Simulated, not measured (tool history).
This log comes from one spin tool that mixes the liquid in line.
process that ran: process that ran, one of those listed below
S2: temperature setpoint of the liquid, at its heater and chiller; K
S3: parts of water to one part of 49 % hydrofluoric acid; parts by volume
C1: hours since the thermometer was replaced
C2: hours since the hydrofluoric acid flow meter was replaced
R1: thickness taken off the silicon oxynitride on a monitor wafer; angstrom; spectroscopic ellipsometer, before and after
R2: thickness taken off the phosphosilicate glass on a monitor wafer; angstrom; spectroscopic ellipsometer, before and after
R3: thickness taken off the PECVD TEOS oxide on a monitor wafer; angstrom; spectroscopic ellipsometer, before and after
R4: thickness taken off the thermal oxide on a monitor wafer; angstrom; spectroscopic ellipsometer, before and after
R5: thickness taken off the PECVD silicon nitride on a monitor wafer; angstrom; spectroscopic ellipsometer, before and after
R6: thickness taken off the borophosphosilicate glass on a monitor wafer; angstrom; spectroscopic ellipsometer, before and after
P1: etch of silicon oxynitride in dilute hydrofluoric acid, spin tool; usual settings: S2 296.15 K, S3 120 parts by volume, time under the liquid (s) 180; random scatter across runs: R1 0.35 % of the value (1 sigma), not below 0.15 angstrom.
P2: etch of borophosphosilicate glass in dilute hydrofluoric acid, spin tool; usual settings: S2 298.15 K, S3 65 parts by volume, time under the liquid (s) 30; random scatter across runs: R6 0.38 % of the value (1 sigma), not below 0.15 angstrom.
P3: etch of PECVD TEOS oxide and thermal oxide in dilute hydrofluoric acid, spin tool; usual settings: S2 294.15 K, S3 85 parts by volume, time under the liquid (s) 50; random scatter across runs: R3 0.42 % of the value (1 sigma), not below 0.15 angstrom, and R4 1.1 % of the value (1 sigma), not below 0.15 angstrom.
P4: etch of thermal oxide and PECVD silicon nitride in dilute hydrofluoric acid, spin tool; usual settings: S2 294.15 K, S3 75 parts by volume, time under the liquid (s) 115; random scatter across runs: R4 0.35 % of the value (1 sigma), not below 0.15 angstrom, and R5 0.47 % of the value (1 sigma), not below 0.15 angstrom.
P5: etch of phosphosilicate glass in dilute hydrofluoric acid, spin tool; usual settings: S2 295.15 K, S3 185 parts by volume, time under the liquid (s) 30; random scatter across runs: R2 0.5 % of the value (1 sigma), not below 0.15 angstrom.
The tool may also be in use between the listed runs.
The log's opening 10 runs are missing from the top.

run 11 hour=89.7 | process_that_ran=P1 S2=296.15 S3=120 time_under_the_liquid_(s)=180 | C1=1966 C2=864.7 | R1=66.139
run 12 hour=94.9 | process_that_ran=P1 S2=296.15 S3=190 time_under_the_liquid_(s)=180 | C1=1971.2 C2=869.9 | R1=39.667
run 13 hour=101.5 | process_that_ran=P4 S2=294.15 S3=75 time_under_the_liquid_(s)=115 | C1=1977.8 C2=876.5 | R4=67.467 R5=46.144
run 14 hour=111.9 | process_that_ran=P1 S2=296.15 S3=120 time_under_the_liquid_(s)=180 | C1=1988.2 C2=886.9 | R1=65.695
run 15 hour=118.6 | process_that_ran=P3 S2=294.15 S3=25 time_under_the_liquid_(s)=50 | C1=1994.9 C2=893.6 | R3=380.49 R4=89.523
run 16 hour=127.8 | process_that_ran=P4 S2=302.15 S3=75 time_under_the_liquid_(s)=115 | C1=2004.1 C2=902.8 | R4=93.069 R5=78.07
-- hour=135.6 hydrofluoric acid flow meter replaced
run 17 hour=138.4 | process_that_ran=P2 S2=298.15 S3=65 time_under_the_liquid_(s)=30 | C1=2014.7 C2=2.9 | R6=389.42
run 18 hour=145.1 | process_that_ran=P1 S2=296.15 S3=120 time_under_the_liquid_(s)=180 | C1=2021.4 C2=9.6 | R1=65.904
run 19 hour=149.8 | process_that_ran=P5 S2=295.15 S3=185 time_under_the_liquid_(s)=50 | C1=2026.1 C2=14.3 | R2=203.85
run 20 hour=155.3 | process_that_ran=P2 S2=291.15 S3=65 time_under_the_liquid_(s)=30 | C1=2031.6 C2=19.8 | R6=291.92
run 21 hour=162 | process_that_ran=P2 S2=298.15 S3=65 time_under_the_liquid_(s)=15 | C1=2038.3 C2=26.5 | R6=195.66
run 22 hour=167.5 | process_that_ran=P4 S2=294.15 S3=75 time_under_the_liquid_(s)=220 | C1=2043.8 C2=32 | R4=129.78 R5=87.368
run 23 hour=177.9 | process_that_ran=P1 S2=302.65 S3=120 time_under_the_liquid_(s)=180 | C1=2054.2 C2=42.4 | R1=89.058
run 24 hour=185.7 | process_that_ran=P5 S2=295.15 S3=40 time_under_the_liquid_(s)=30 | C1=2062 C2=50.2 | R2=665.96
run 25 hour=193.1 | process_that_ran=P2 S2=298.15 S3=30 time_under_the_liquid_(s)=30 | C1=2069.4 C2=57.6 | R6=883.78
run 26 hour=200.2 | process_that_ran=P1 S2=296.15 S3=50 time_under_the_liquid_(s)=180 | C1=2076.5 C2=64.7 | R1=167.07
run 27 hour=204.9 | process_that_ran=P1 S2=290.15 S3=120 time_under_the_liquid_(s)=180 | C1=2081.2 C2=69.4 | R1=49.54
run 28 hour=215.3 | process_that_ran=P5 S2=295.15 S3=185 time_under_the_liquid_(s)=30 | C1=2091.6 C2=79.8 | R2=121.53
run 29 hour=223.5 | process_that_ran=P3 S2=290.15 S3=85 time_under_the_liquid_(s)=50 | C1=2099.8 C2=88 | R3=88.316 R4=20.284
run 30 hour=232.1 | process_that_ran=P1 S2=296.15 S3=120 time_under_the_liquid_(s)=180 | C1=2108.4 C2=96.6 | R1=66.158
run 31 hour=241.7 | process_that_ran=P1 S2=296.15 S3=120 time_under_the_liquid_(s)=180 | C1=2118 C2=106.2 | R1=68.184
run 32 hour=249.8 | process_that_ran=P1 S2=296.15 S3=120 time_under_the_liquid_(s)=180 | C1=2126.1 C2=114.3 | R1=69.569
run 33 hour=257.9 | process_that_ran=P1 S2=296.15 S3=120 time_under_the_liquid_(s)=180 | C1=2134.2 C2=122.4 | R1=70.152
run 34 hour=264.8 | process_that_ran=P1 S2=296.15 S3=120 time_under_the_liquid_(s)=180 | C1=2141.1 C2=129.3 | R1=70.961

What does the tool deliver on the next run?
run 35 hour=270.1 | process_that_ran=P1 S2=296.15 S3=120 time_under_the_liquid_(s)=180 | C1=2146.4 C2=134.6 | R1=?

{"run 35": {"R1": 70.668}}
